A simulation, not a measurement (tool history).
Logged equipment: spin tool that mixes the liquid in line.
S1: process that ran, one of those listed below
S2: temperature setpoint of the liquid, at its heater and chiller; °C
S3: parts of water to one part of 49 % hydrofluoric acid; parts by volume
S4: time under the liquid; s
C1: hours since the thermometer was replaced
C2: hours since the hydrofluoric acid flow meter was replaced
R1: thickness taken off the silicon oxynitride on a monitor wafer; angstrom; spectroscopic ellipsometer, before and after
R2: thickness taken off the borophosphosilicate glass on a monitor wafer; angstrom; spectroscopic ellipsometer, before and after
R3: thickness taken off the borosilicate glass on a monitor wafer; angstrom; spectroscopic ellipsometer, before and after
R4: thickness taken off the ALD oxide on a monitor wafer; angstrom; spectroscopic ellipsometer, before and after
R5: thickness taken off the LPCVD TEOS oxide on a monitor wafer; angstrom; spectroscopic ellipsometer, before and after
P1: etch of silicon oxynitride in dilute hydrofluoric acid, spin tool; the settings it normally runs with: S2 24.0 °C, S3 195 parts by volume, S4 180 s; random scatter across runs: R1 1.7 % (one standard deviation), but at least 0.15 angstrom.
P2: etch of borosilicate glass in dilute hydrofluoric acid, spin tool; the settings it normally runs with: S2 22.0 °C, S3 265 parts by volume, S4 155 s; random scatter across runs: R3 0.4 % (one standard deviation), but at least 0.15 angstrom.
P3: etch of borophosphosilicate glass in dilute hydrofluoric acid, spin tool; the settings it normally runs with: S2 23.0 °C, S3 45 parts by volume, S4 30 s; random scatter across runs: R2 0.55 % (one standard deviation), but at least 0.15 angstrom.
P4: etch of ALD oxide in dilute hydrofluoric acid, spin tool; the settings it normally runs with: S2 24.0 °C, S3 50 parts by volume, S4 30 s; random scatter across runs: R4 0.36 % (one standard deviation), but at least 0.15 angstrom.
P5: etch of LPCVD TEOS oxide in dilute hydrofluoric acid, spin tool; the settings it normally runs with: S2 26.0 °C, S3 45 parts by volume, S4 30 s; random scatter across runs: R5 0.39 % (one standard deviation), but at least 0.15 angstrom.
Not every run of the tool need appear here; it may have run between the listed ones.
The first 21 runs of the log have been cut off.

Run 22, day 8.950: S1 P3, S2 23.0 °C, S3 20 parts by volume, S4 30 s; C1 1682.4; C2 602.5. Result: R2 875.00 angstrom.
Run 23, day 9.462: S1 P1, S2 24.0 °C, S3 30 parts by volume, S4 180 s; C1 1694.7; C2 614.8. Result: R1 99.7890 angstrom.
Run 24, day 9.888: S1 P1, S2 31.0 °C, S3 195 parts by volume, S4 180 s; C1 1704.9; C2 625.0. Result: R1 18.4530 angstrom.
Run 25, day 10.325: S1 P1, S2 18.5 °C, S3 195 parts by volume, S4 180 s; C1 1715.4; C2 635.5. Result: R1 10.4360 angstrom.
Run 26, day 10.662: S1 P1, S2 24.0 °C, S3 80 parts by volume, S4 350 s; C1 1723.5; C2 643.6. Result: R1 74.1500 angstrom.
Run 27, day 11.133: S1 P4, S2 24.0 °C, S3 70 parts by volume, S4 30 s; C1 1734.8; C2 654.9. Result: R4 115.730 angstrom.
Run 28, day 11.579: S1 P1, S2 24.0 °C, S3 195 parts by volume, S4 180 s; C1 1745.5; C2 665.6. Result: R1 13.9390 angstrom.
Run 29, day 12.062: S1 P4, S2 31.0 °C, S3 50 parts by volume, S4 30 s; C1 1757.1; C2 677.2. Result: R4 219.920 angstrom.
Run 30, day 12.496: S1 P5, S2 20.0 °C, S3 45 parts by volume, S4 30 s; C1 1767.5; C2 687.6. Result: R5 97.909 angstrom.
Run 31, day 12.804: S1 P5, S2 26.0 °C, S3 45 parts by volume, S4 15 s; C1 1774.9; C2 695.0. Result: R5 63.061 angstrom.
Run 32, day 13.254: S1 P1, S2 24.0 °C, S3 195 parts by volume, S4 180 s; C1 1785.7; C2 705.8. Result: R1 13.6540 angstrom.
Run 33, day 13.742: S1 P1, S2 24.0 °C, S3 195 parts by volume, S4 180 s; C1 1797.4; C2 717.5. Result: R1 13.4310 angstrom.
Run 34, day 14.204: S1 P1, S2 24.0 °C, S3 195 parts by volume, S4 180 s; C1 1808.5; C2 728.6. Result: R1 12.6080 angstrom.
Run 35, day 14.604: S1 P1, S2 24.0 °C, S3 195 parts by volume, S4 180 s; C1 1818.1; C2 738.2. Result: R1 13.0180 angstrom.
Run 36, day 14.975: S1 P1, S2 24.0 °C, S3 195 parts by volume, S4 180 s; C1 1827.0; C2 747.1. Result: R1 12.1010 angstrom.

Forecast run 37:
Run 37, day 15.517: S1 P1, S2 24.0 °C, S3 195 parts by volume, S4 180 s; C1 1840.0; C2 760.1. Result: R1 ?.

For run 37 the tool returned R1 12.5240 angstrom.

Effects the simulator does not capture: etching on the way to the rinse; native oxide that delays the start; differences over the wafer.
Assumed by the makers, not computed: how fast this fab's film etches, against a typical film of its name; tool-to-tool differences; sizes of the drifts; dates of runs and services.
